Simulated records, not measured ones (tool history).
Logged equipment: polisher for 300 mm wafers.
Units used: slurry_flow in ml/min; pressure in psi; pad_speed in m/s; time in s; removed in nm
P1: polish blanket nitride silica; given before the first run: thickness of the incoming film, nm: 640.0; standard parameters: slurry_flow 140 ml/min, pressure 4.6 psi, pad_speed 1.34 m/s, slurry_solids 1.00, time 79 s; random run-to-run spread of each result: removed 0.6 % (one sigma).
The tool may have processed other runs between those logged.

run,day,slurry_flow,pressure,pad_speed,slurry_solids,time,wafers polished on this pad,hours since the slurry nozzle was cleaned,hours since the head pressure was calibrated,hours since the slurry blender was calibrated,hours since the conditioning disc was replaced,removed
1,0.462,140,4.6,1.34,1.00,79,1040,274.9,298.1,49.8,117.9,77.465
2,0.854,140,4.6,1.34,1.00,54,1096,284.3,307.5,59.2,127.3,52.520
3,1.262,225,4.6,1.34,1.00,79,1154,294.1,317.3,69.0,137.1,83.652
4,1.679,140,4.6,1.34,1.00,79,1213,304.1,327.3,79.0,147.1,77.019
# day 2.042: conditioning disc replaced and pad reconditioned
5,2.096,140,4.6,1.34,1.00,101,1272,314.1,337.3,89.0,1.3,98.282
6,2.488,140,4.6,1.34,1.00,79,1327,323.5,346.7,98.4,10.7,76.918
7,2.883,140,4.6,1.34,1.00,79,1383,333.0,356.2,107.9,20.2,77.666
8,3.267,140,2.1,1.34,1.00,79,1437,342.2,365.4,117.1,29.4,35.391
9,3.646,140,4.6,1.34,1.00,79,1491,351.3,374.5,126.2,38.5,77.955
10,4.133,140,4.6,1.72,1.00,79,1560,363.0,386.2,137.9,50.2,95.293
11,4.412,140,4.6,1.34,1.45,79,1600,369.7,392.9,144.6,56.9,90.581
12,4.750,140,4.6,1.34,1.00,79,1648,377.8,401.0,152.7,65.0,78.237
13,5.100,140,4.6,0.66,1.00,79,1697,386.2,409.4,161.1,73.4,44.198
14,5.429,140,5.8,1.66,1.00,79,1744,394.1,417.3,169.0,81.3,115.050
15,5.700,85,4.6,1.34,1.00,79,1782,400.6,423.8,175.5,87.8,68.570
16,6.196,140,6.4,1.34,1.00,79,1852,412.5,435.7,187.4,99.7,106.470

What will run 17 give?
17,6.425,200,4.6,1.34,1.25,79,1885,418.0,441.2,192.9,105.2,?

{"run 17": {"removed": 90.683}}
